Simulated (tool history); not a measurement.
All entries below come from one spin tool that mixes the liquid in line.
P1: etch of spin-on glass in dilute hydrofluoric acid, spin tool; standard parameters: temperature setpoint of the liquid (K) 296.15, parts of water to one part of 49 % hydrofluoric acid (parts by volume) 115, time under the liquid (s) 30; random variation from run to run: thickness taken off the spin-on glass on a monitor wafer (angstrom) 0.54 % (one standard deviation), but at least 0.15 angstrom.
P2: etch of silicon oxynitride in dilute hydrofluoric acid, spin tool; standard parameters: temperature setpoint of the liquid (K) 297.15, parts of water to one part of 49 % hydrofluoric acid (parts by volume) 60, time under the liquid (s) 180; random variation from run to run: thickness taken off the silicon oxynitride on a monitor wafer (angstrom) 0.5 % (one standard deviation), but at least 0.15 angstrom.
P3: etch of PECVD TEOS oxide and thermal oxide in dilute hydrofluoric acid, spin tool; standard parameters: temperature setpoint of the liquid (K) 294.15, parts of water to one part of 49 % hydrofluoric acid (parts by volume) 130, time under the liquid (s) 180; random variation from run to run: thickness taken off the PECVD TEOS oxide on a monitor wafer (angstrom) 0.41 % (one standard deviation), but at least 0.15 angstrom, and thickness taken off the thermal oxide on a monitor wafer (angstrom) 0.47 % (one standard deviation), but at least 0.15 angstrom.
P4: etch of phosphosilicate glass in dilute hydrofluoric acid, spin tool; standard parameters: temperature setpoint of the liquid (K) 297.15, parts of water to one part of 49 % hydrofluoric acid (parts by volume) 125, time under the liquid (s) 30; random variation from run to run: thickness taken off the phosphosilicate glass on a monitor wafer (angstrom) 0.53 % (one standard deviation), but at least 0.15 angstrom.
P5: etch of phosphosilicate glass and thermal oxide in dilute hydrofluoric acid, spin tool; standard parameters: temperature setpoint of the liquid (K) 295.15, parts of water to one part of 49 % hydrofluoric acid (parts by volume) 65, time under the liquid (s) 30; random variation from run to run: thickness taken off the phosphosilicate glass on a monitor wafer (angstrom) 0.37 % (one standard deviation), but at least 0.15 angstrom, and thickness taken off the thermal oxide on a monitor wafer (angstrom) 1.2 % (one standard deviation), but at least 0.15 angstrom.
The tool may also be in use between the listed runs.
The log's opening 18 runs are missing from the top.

run   hour  process that ran  temperature setpoint of the liquid (K)  parts of water to one part of 49 % hydrofluoric acid (parts by volume)  time under the liquid (s)  hours since the thermometer was replaced  hours since the hydrofluoric acid flow meter was replaced  thickness taken off the spin-on glass on a monitor wafer (angstrom)  thickness taken off the silicon oxynitride on a monitor wafer (angstrom)  thickness taken off the phosphosilicate glass on a monitor wafer (angstrom)  thickness taken off the PECVD TEOS oxide on a monitor wafer (angstrom)  thickness taken off the thermal oxide on a monitor wafer (angstrom)
 19  246.1                P4                                  290.15                                                                     125                         30                                    1802.6                                                     1276.1                                                                                                                                                                                                                      337.10
 20  255.9                P5                                  295.15                                                                     105                         30                                    1812.4                                                     1285.9                                                                                                                                                                                                                      474.24                                                                                                                                      12.4060
 21  266.5                P1                                  296.15                                                                     115                         30                                    1823.0                                                     1296.5                                                               78.120
 22  279.7                P2                                  297.15                                                                     110                        180                                    1836.2                                                     1309.7                                                                                                                                         30.628
 23  296.4                P1                                  296.15                                                                     200                         55                                    1852.9                                                     1326.4                                                               75.026
 24  314.3                P1                                  296.15                                                                     115                         30                                    1870.8                                                     1344.3                                                               77.664
 25  328.7                P5                                  295.15                                                                      65                         15                                    1885.2                                                     1358.7                                                                                                                                                                                                                      399.88                                                                                                                                      10.5780
 26  345.7                P2                                  291.15                                                                      60                        180                                    1902.2                                                     1375.7                                                                                                                                         43.059
 27  353.4                P4                                  297.15                                                                     225                         30                                    1909.9                                                     1383.4                                                                                                                                                                                                                      220.82
 28  361.3                P2                                  297.15                                                                      60                        180                                    1917.8                                                     1391.3                                                                                                                                         58.112
 29  373.5                P1                                  303.15                                                                     115                         30                                    1930.0                                                     1403.5                                                              101.240
 30  390.4                P5                                  295.15                                                                      65                         30                                    1946.9                                                     1420.4                                                                                                                                                                                                                      804.53                                                                                                                                      21.0300
 31  406.7                P1                                  296.15                                                                     115                         50                                    1963.2                                                     1436.7                                                              130.020
 32  423.2                P1                                  296.15                                                                     115                         30                                    1979.7                                                     1453.2                                                               77.995
 33  433.1                P1                                  296.15                                                                     115                         30                                    1989.6                                                     1463.1                                                               80.672

Expected results for the next run?
 34  449.6                P1                                  296.15                                                                     115                         30                                    2006.1                                                     1479.6                                                                    ?

Run 34 measured thickness taken off the spin-on glass on a monitor wafer (angstrom) 81.993.
